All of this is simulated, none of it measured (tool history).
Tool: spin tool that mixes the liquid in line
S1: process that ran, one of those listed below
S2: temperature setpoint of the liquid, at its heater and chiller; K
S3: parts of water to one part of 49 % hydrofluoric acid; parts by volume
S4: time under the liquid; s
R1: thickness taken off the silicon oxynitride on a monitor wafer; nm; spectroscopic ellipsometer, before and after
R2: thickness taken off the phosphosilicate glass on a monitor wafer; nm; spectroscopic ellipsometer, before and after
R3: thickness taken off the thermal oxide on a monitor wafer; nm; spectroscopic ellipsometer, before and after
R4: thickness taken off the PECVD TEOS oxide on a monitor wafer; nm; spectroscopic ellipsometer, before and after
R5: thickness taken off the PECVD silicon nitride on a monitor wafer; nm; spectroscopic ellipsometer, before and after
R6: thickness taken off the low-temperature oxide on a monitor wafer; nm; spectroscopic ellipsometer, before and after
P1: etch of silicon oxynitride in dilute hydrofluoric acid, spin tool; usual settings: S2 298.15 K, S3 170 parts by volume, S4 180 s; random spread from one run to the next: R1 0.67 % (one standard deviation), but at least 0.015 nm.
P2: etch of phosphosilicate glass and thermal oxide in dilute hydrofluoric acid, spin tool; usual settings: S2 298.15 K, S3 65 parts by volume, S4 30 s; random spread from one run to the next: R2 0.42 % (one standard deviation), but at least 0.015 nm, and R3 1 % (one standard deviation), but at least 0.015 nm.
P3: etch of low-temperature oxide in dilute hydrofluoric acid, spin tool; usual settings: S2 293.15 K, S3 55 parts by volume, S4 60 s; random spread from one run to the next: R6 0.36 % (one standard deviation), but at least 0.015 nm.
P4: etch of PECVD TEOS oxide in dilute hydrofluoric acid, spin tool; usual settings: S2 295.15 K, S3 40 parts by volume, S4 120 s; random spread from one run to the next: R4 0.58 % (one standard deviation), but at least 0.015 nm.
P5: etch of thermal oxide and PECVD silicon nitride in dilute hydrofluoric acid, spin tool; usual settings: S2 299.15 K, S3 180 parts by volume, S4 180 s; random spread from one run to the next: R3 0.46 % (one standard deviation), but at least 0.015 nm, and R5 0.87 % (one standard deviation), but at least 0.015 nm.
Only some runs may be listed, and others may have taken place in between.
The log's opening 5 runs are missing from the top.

{"run": 6, "hour": 27.5, "S1": "P2", "S2": 298.15, "S3": 65, "S4": 30, "R2": 37.793, "R3": 2.3578}
{"run": 7, "hour": 32.6, "S1": "P1", "S2": 298.15, "S3": 170, "S4": 295, "R1": 5.8248}
{"run": 8, "hour": 37.4, "S1": "P5", "S2": 299.15, "S3": 180, "S4": 50, "R3": 1.2485, "R5": 0.7285}
{"run": 9, "hour": 40.3, "S1": "P5", "S2": 299.15, "S3": 180, "S4": 180, "R3": 4.4849, "R5": 2.544}
{"run": 10, "hour": 45.6, "S1": "P3", "S2": 293.15, "S3": 55, "S4": 60, "R6": 10.427}
{"run": 11, "hour": 48.7, "S1": "P1", "S2": 290.65, "S3": 170, "S4": 70, "R1": 0.96649}
{"run": 12, "hour": 52.7, "S1": "P3", "S2": 290.15, "S3": 55, "S4": 60, "R6": 9.2061}
{"run": 13, "hour": 57.4, "S1": "P5", "S2": 299.15, "S3": 45, "S4": 180, "R3": 21.275, "R5": 10.105}
{"run": 14, "hour": 61.8, "S1": "P3", "S2": 293.15, "S3": 55, "S4": 60, "R6": 10.474}
{"run": 15, "hour": 64.6, "S1": "P3", "S2": 293.15, "S3": 90, "S4": 60, "R6": 6.1525}
{"run": 16, "hour": 68.0, "S1": "P5", "S2": 303.65, "S3": 180, "S4": 180, "R3": 5.2999, "R5": 3.4095}
{"run": 17, "hour": 72.9, "S1": "P4", "S2": 295.15, "S3": 40, "S4": 120, "R4": 56.144}
{"run": 18, "hour": 76.1, "S1": "P4", "S2": 290.15, "S3": 40, "S4": 120, "R4": 45.508}

Run 19, settings as shown, results not yet in. Your forecast:
{"run": 19, "hour": 79.6, "S1": "P1", "S2": 298.15, "S3": 170, "S4": 75, "R1": "?"}

Run 19 measured R1 1.48200 nm.

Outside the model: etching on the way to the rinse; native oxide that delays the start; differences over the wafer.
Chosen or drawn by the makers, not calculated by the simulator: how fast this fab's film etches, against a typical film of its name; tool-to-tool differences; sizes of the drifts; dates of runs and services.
